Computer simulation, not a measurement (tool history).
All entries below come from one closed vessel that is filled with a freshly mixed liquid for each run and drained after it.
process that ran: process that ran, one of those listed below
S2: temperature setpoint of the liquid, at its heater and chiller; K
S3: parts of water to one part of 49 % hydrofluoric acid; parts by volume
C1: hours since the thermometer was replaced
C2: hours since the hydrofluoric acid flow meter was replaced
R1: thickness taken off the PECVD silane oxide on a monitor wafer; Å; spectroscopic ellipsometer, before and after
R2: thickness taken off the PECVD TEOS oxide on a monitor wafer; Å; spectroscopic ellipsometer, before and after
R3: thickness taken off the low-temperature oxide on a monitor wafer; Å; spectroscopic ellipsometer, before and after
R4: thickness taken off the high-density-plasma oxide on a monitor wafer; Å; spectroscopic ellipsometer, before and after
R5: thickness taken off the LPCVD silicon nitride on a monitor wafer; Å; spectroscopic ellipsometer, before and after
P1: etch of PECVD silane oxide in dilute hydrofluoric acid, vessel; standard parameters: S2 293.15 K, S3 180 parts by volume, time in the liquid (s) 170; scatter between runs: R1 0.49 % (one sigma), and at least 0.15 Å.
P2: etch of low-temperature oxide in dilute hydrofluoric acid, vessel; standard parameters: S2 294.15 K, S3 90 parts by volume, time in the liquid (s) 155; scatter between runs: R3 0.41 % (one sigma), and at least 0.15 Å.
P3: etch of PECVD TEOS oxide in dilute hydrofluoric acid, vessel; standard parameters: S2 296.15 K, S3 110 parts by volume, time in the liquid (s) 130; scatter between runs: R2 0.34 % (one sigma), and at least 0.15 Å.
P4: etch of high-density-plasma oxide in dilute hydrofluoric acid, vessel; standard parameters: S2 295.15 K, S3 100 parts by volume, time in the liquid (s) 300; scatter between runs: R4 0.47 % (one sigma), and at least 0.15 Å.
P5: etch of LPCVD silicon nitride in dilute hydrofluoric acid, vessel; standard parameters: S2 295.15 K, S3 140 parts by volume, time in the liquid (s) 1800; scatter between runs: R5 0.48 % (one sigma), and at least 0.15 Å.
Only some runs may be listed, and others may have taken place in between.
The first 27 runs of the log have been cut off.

run 28 day=8.371 | process_that_ran=P4 S2=295.15 S3=100 time_in_the_liquid_(s)=300 | C1=2121.7 C2=1066.4 | R4=175.570
run 29 day=8.750 | process_that_ran=P1 S2=300.15 S3=65 time_in_the_liquid_(s)=170 | C1=2130.8 C2=1075.5 | R1=470.580
run 30 day=9.033 | process_that_ran=P3 S2=296.15 S3=110 time_in_the_liquid_(s)=30 | C1=2137.6 C2=1082.3 | R2=27.230
run 31 day=9.296 | process_that_ran=P1 S2=293.15 S3=180 time_in_the_liquid_(s)=30 | C1=2143.9 C2=1088.6 | R1=19.824
run 32 day=9.596 | process_that_ran=P1 S2=293.15 S3=180 time_in_the_liquid_(s)=170 | C1=2151.1 C2=1095.8 | R1=112.810
run 33 day=9.892 | process_that_ran=P1 S2=293.15 S3=180 time_in_the_liquid_(s)=170 | C1=2158.2 C2=1102.9 | R1=109.480
run 34 day=10.179 | process_that_ran=P1 S2=293.15 S3=180 time_in_the_liquid_(s)=170 | C1=2165.1 C2=1109.8 | R1=106.600
run 35 day=10.383 | process_that_ran=P1 S2=293.15 S3=180 time_in_the_liquid_(s)=170 | C1=2170.0 C2=1114.7 | R1=105.580
run 36 day=10.671 | process_that_ran=P1 S2=293.15 S3=180 time_in_the_liquid_(s)=170 | C1=2176.9 C2=1121.6 | R1=104.810
run 37 day=10.929 | process_that_ran=P1 S2=293.15 S3=180 time_in_the_liquid_(s)=170 | C1=2183.1 C2=1127.8 | R1=103.840

For run 38, what comes out?
run 38 day=11.229 | process_that_ran=P1 S2=293.15 S3=180 time_in_the_liquid_(s)=170 | C1=2190.3 C2=1135.0 | R1=?

{"run 38": {"R1": 103.64}}
